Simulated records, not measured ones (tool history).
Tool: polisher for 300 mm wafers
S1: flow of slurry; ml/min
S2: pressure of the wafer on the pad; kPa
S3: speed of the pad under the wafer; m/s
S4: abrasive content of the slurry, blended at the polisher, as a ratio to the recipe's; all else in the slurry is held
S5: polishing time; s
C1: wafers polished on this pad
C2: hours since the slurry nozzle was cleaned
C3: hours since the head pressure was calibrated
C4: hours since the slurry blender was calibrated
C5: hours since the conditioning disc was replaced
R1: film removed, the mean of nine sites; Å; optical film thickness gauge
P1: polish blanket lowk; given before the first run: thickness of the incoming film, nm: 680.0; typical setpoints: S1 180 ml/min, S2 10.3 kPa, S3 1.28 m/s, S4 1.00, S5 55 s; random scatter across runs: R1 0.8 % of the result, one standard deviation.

run 1 day=0.608 | S1=180 S2=10.3 S3=1.28 S4=1.00 S5=55 | C1=582 C2=405.4 C3=258.9 C4=99.2 C5=240.5 | R1=207.590
run 2 day=1.338 | S1=180 S2=7.6 S3=1.28 S4=1.00 S5=55 | C1=750 C2=422.9 C3=276.4 C4=116.7 C5=258.0 | R1=153.800
run 3 day=1.708 | S1=180 S2=10.3 S3=1.28 S4=1.00 S5=25 | C1=836 C2=431.8 C3=285.3 C4=125.6 C5=266.9 | R1=98.442
run 4 day=2.462 | S1=180 S2=10.3 S3=1.28 S4=1.45 S5=55 | C1=1010 C2=449.9 C3=303.4 C4=143.7 C5=285.0 | R1=245.090
run 5 day=3.162 | S1=180 S2=10.3 S3=1.28 S4=1.00 S5=87 | C1=1172 C2=466.7 C3=320.2 C4=160.5 C5=301.8 | R1=341.730
run 6 day=3.854 | S1=180 S2=10.3 S3=1.28 S4=1.00 S5=55 | C1=1331 C2=483.3 C3=336.8 C4=177.1 C5=318.4 | R1=213.650
run 7 day=4.371 | S1=180 S2=10.3 S3=1.28 S4=0.50 S5=55 | C1=1451 C2=495.7 C3=349.2 C4=189.5 C5=330.8 | R1=146.980
run 8 day=5.100 | S1=180 S2=15.9 S3=1.28 S4=1.00 S5=55 | C1=1619 C2=513.2 C3=366.7 C4=207.0 C5=348.3 | R1=326.960
-- day=5.658 worn pad replaced by a new one
run 9 day=5.829 | S1=180 S2=10.3 S3=1.96 S4=1.00 S5=55 | C1=40 C2=530.7 C3=384.2 C4=224.5 C5=365.8 | R1=296.530
run 10 day=6.408 | S1=180 S2=10.3 S3=1.96 S4=1.30 S5=55 | C1=174 C2=544.6 C3=398.1 C4=238.4 C5=379.7 | R1=335.530
run 11 day=6.979 | S1=180 S2=15.2 S3=1.28 S4=1.40 S5=55 | C1=306 C2=558.3 C3=411.8 C4=252.1 C5=393.4 | R1=353.140
run 12 day=7.354 | S1=110 S2=10.3 S3=1.28 S4=1.00 S5=55 | C1=392 C2=567.3 C3=420.8 C4=261.1 C5=402.4 | R1=193.260
run 13 day=7.717 | S1=270 S2=10.3 S3=1.28 S4=1.00 S5=55 | C1=476 C2=576.0 C3=429.5 C4=269.8 C5=411.1 | R1=221.360
-- day=8.121 head pressure recalibrated
run 14 day=8.175 | S1=180 S2=10.3 S3=0.58 S4=1.00 S5=55 | C1=582 C2=587.0 C3=1.3 C4=280.8 C5=422.1 | R1=112.750
run 15 day=8.779 | S1=180 S2=10.3 S3=1.28 S4=1.00 S5=55 | C1=721 C2=601.5 C3=15.8 C4=295.3 C5=436.6 | R1=211.230
-- day=8.821 conditioning disc replaced and pad reconditioned
run 16 day=9.188 | S1=180 S2=10.3 S3=1.28 S4=1.00 S5=55 | C1=816 C2=611.3 C3=25.6 C4=305.1 C5=8.9 | R1=211.790
run 17 day=9.871 | S1=180 S2=10.3 S3=1.28 S4=1.00 S5=55 | C1=973 C2=627.7 C3=42.0 C4=321.5 C5=25.3 | R1=210.920
run 18 day=10.262 | S1=180 S2=10.3 S3=1.28 S4=1.00 S5=55 | C1=1064 C2=637.1 C3=51.4 C4=330.9 C5=34.7 | R1=206.670
run 19 day=10.658 | S1=180 S2=10.3 S3=1.28 S4=1.00 S5=55 | C1=1155 C2=646.6 C3=60.9 C4=340.4 C5=44.2 | R1=205.910
run 20 day=11.204 | S1=180 S2=10.3 S3=1.28 S4=1.00 S5=55 | C1=1281 C2=659.7 C3=74.0 C4=353.5 C5=57.3 | R1=200.270
run 21 day=11.896 | S1=180 S2=10.3 S3=1.28 S4=1.00 S5=55 | C1=1441 C2=676.3 C3=90.6 C4=370.1 C5=73.9 | R1=198.460
-- day=11.962 conditioning disc replaced and pad reconditioned
run 22 day=12.321 | S1=180 S2=10.3 S3=1.28 S4=1.00 S5=55 | C1=1539 C2=686.5 C3=100.8 C4=380.3 C5=8.6 | R1=196.340

Forecast run 23:
-- day=12.938 worn pad replaced by a new one
run 23 day=12.954 | S1=180 S2=10.3 S3=1.28 S4=1.00 S5=55 | C1=4 C2=701.7 C3=116.0 C4=395.5 C5=23.8 | R1=?

R1: 195.700 Å

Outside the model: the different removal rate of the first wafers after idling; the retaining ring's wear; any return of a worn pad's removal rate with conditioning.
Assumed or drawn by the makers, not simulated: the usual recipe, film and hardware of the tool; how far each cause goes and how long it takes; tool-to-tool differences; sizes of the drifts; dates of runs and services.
